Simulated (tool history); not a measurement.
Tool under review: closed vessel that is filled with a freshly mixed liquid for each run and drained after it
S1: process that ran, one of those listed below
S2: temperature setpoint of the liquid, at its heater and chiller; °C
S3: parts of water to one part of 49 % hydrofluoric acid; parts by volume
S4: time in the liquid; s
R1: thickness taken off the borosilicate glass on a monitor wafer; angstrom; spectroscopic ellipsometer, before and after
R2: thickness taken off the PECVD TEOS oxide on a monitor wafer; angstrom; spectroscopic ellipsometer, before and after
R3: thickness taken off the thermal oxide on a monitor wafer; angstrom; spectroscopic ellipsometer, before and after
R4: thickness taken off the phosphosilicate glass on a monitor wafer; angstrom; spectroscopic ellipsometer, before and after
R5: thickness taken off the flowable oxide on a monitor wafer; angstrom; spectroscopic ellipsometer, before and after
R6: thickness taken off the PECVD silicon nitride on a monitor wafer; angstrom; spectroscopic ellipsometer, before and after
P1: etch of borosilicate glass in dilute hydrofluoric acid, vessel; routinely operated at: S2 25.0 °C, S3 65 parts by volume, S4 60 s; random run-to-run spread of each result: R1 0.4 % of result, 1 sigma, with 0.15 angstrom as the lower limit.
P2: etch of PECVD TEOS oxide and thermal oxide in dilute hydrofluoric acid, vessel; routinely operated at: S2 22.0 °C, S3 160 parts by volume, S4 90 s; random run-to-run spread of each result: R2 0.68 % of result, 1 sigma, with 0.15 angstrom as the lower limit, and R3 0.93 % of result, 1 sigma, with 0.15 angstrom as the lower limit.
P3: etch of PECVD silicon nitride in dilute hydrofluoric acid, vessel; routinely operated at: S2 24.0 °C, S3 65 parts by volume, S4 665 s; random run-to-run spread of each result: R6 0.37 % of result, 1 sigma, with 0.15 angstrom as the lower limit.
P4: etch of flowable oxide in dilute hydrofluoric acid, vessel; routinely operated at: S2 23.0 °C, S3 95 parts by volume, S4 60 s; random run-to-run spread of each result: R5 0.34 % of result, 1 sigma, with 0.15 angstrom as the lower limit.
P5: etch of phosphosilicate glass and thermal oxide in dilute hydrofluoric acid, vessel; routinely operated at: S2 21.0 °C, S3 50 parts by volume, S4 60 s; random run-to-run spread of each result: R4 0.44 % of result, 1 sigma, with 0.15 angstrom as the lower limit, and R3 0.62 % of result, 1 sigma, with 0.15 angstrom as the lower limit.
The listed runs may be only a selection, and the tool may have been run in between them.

{"run": 1, "day": 0.092, "S1": "P1", "S2": 25.0, "S3": 65, "S4": 60, "R1": 463.26}
{"run": 2, "day": 0.242, "S1": "P2", "S2": 22.0, "S3": 160, "S4": 90, "R2": 40.619, "R3": 22.478}
{"run": 3, "day": 0.408, "S1": "P2", "S2": 22.0, "S3": 160, "S4": 30, "R2": 14.006, "R3": 7.6999}
{"run": 4, "day": 0.508, "S1": "P5", "S2": 21.0, "S3": 50, "S4": 30, "R3": 26.768, "R4": 496.47}
{"run": 5, "day": 0.633, "S1": "P1", "S2": 25.0, "S3": 20, "S4": 60, "R1": 1620.0}
{"run": 6, "day": 0.788, "S1": "P1", "S2": 25.0, "S3": 65, "S4": 60, "R1": 465.84}
{"run": 7, "day": 0.958, "S1": "P1", "S2": 25.0, "S3": 65, "S4": 30, "R1": 232.99}
{"run": 8, "day": 1.038, "S1": "P5", "S2": 21.0, "S3": 30, "S4": 60, "R3": 90.574, "R4": 1701.5}
{"run": 9, "day": 1.171, "S1": "P2", "S2": 28.5, "S3": 160, "S4": 90, "R2": 51.177, "R3": 29.004}
{"run": 10, "day": 1.275, "S1": "P4", "S2": 23.0, "S3": 45, "S4": 60, "R5": 507.22}
{"run": 11, "day": 1.396, "S1": "P1", "S2": 25.0, "S3": 65, "S4": 60, "R1": 466.32}
{"run": 12, "day": 1.512, "S1": "P5", "S2": 21.0, "S3": 50, "S4": 60, "R3": 53.28, "R4": 995.59}
{"run": 13, "day": 1.617, "S1": "P1", "S2": 25.0, "S3": 110, "S4": 60, "R1": 258.51}
{"run": 14, "day": 1.704, "S1": "P1", "S2": 25.0, "S3": 65, "S4": 60, "R1": 465.94}
{"run": 15, "day": 1.862, "S1": "P4", "S2": 23.0, "S3": 95, "S4": 115, "R5": 432.79}
{"run": 16, "day": 2.029, "S1": "P2", "S2": 22.0, "S3": 290, "S4": 90, "R2": 19.833, "R3": 10.734}
{"run": 17, "day": 2.192, "S1": "P1", "S2": 29.0, "S3": 20, "S4": 60, "R1": 1897.2}
{"run": 18, "day": 2.312, "S1": "P5", "S2": 21.0, "S3": 50, "S4": 60, "R3": 53.505, "R4": 993.63}
{"run": 19, "day": 2.404, "S1": "P1", "S2": 25.0, "S3": 65, "S4": 60, "R1": 463.92}
{"run": 20, "day": 2.558, "S1": "P3", "S2": 24.0, "S3": 65, "S4": 665, "R6": 172.24}
{"run": 21, "day": 2.712, "S1": "P1", "S2": 20.5, "S3": 65, "S4": 60, "R1": 388.28}
{"run": 22, "day": 2.796, "S1": "P1", "S2": 25.0, "S3": 65, "S4": 110, "R1": 855.99}
{"run": 23, "day": 2.967, "S1": "P4", "S2": 27.0, "S3": 95, "S4": 60, "R5": 265.93}
{"run": 24, "day": 3.062, "S1": "P3", "S2": 30.5, "S3": 65, "S4": 665, "R6": 265.4}
{"run": 25, "day": 3.208, "S1": "P1", "S2": 28.5, "S3": 65, "S4": 60, "R1": 535.38}
{"run": 26, "day": 3.329, "S1": "P3", "S2": 24.0, "S3": 45, "S4": 665, "R6": 247.75}
{"run": 27, "day": 3.417, "S1": "P5", "S2": 17.0, "S3": 50, "S4": 60, "R3": 44.662, "R4": 835.52}
{"run": 28, "day": 3.521, "S1": "P3", "S2": 24.0, "S3": 65, "S4": 665, "R6": 171.92}
{"run": 29, "day": 3.646, "S1": "P4", "S2": 23.0, "S3": 95, "S4": 60, "R5": 226.76}
{"run": 30, "day": 3.729, "S1": "P3", "S2": 24.0, "S3": 65, "S4": 30, "R6": 7.7806}
{"run": 31, "day": 3.833, "S1": "P1", "S2": 25.0, "S3": 65, "S4": 60, "R1": 468.25}
{"run": 32, "day": 3.912, "S1": "P1", "S2": 25.0, "S3": 65, "S4": 60, "R1": 480.64}
{"run": 33, "day": 4.042, "S1": "P1", "S2": 25.0, "S3": 65, "S4": 60, "R1": 489.66}

Run 34 comes next. What will it give?
{"run": 34, "day": 4.204, "S1": "P1", "S2": 25.0, "S3": 65, "S4": 60, "R1": "?"}

Run 34 measured R1 499.44 angstrom.

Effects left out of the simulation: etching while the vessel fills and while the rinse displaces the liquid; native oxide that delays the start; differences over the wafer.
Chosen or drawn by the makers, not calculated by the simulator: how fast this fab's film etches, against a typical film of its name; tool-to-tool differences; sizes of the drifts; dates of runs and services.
